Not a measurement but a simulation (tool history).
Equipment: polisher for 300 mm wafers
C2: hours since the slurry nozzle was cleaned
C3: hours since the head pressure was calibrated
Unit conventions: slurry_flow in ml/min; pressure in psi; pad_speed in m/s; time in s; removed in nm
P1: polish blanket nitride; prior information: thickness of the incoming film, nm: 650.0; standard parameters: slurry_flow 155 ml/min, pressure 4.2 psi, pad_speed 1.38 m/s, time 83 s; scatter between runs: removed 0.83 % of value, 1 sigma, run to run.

run 1 day=0.317 | slurry_flow=155 pressure=4.2 pad_speed=1.38 time=83 | wafers_polished_on_this_pad=449 C2=235.2 C3=188.0 | removed=193.250
run 2 day=0.846 | slurry_flow=155 pressure=1.9 pad_speed=1.38 time=83 | wafers_polished_on_this_pad=558 C2=247.9 C3=200.7 | removed=88.657
run 3 day=1.496 | slurry_flow=155 pressure=4.2 pad_speed=0.92 time=83 | wafers_polished_on_this_pad=693 C2=263.5 C3=216.3 | removed=140.990
run 4 day=2.125 | slurry_flow=95 pressure=4.2 pad_speed=1.38 time=83 | wafers_polished_on_this_pad=823 C2=278.6 C3=231.4 | removed=174.940
run 5 day=2.492 | slurry_flow=155 pressure=5.6 pad_speed=1.38 time=83 | wafers_polished_on_this_pad=898 C2=287.4 C3=240.2 | removed=261.380
run 6 day=2.908 | slurry_flow=155 pressure=4.2 pad_speed=1.38 time=83 | wafers_polished_on_this_pad=984 C2=297.4 C3=250.2 | removed=195.120
run 7 day=3.454 | slurry_flow=210 pressure=4.2 pad_speed=1.38 time=83 | wafers_polished_on_this_pad=1097 C2=310.5 C3=263.3 | removed=201.430
run 8 day=4.029 | slurry_flow=155 pressure=4.2 pad_speed=1.38 time=83 | wafers_polished_on_this_pad=1216 C2=324.3 C3=277.1 | removed=193.980
run 9 day=4.538 | slurry_flow=155 pressure=4.2 pad_speed=1.38 time=123 | wafers_polished_on_this_pad=1321 C2=336.5 C3=289.3 | removed=289.910
run 10 day=5.000 | slurry_flow=155 pressure=4.2 pad_speed=1.38 time=55 | wafers_polished_on_this_pad=1416 C2=347.6 C3=300.4 | removed=127.490
-- day=5.067 slurry nozzle cleaned
run 11 day=5.379 | slurry_flow=155 pressure=4.2 pad_speed=2.08 time=83 | wafers_polished_on_this_pad=1495 C2=7.5 C3=309.5 | removed=270.300
-- day=5.517 worn pad replaced by a new one
run 12 day=5.862 | slurry_flow=200 pressure=6.4 pad_speed=1.38 time=83 | wafers_polished_on_this_pad=71 C2=19.1 C3=321.1 | removed=310.660
run 13 day=6.521 | slurry_flow=155 pressure=5.4 pad_speed=1.38 time=114 | wafers_polished_on_this_pad=207 C2=34.9 C3=336.9 | removed=341.400
run 14 day=7.012 | slurry_flow=225 pressure=6.3 pad_speed=1.38 time=83 | wafers_polished_on_this_pad=308 C2=46.7 C3=348.7 | removed=312.970
run 15 day=7.321 | slurry_flow=155 pressure=4.2 pad_speed=1.38 time=83 | wafers_polished_on_this_pad=372 C2=54.1 C3=356.1 | removed=194.950
run 16 day=7.729 | slurry_flow=155 pressure=4.2 pad_speed=1.38 time=83 | wafers_polished_on_this_pad=457 C2=63.9 C3=365.9 | removed=191.690
run 17 day=8.179 | slurry_flow=155 pressure=4.2 pad_speed=1.38 time=83 | wafers_polished_on_this_pad=549 C2=74.7 C3=376.7 | removed=185.800

For run 18, what comes out?
run 18 day=8.792 | slurry_flow=155 pressure=4.2 pad_speed=1.38 time=83 | wafers_polished_on_this_pad=676 C2=89.4 C3=391.4 | removed=?

Run 18 yielded removed 184.480 nm.
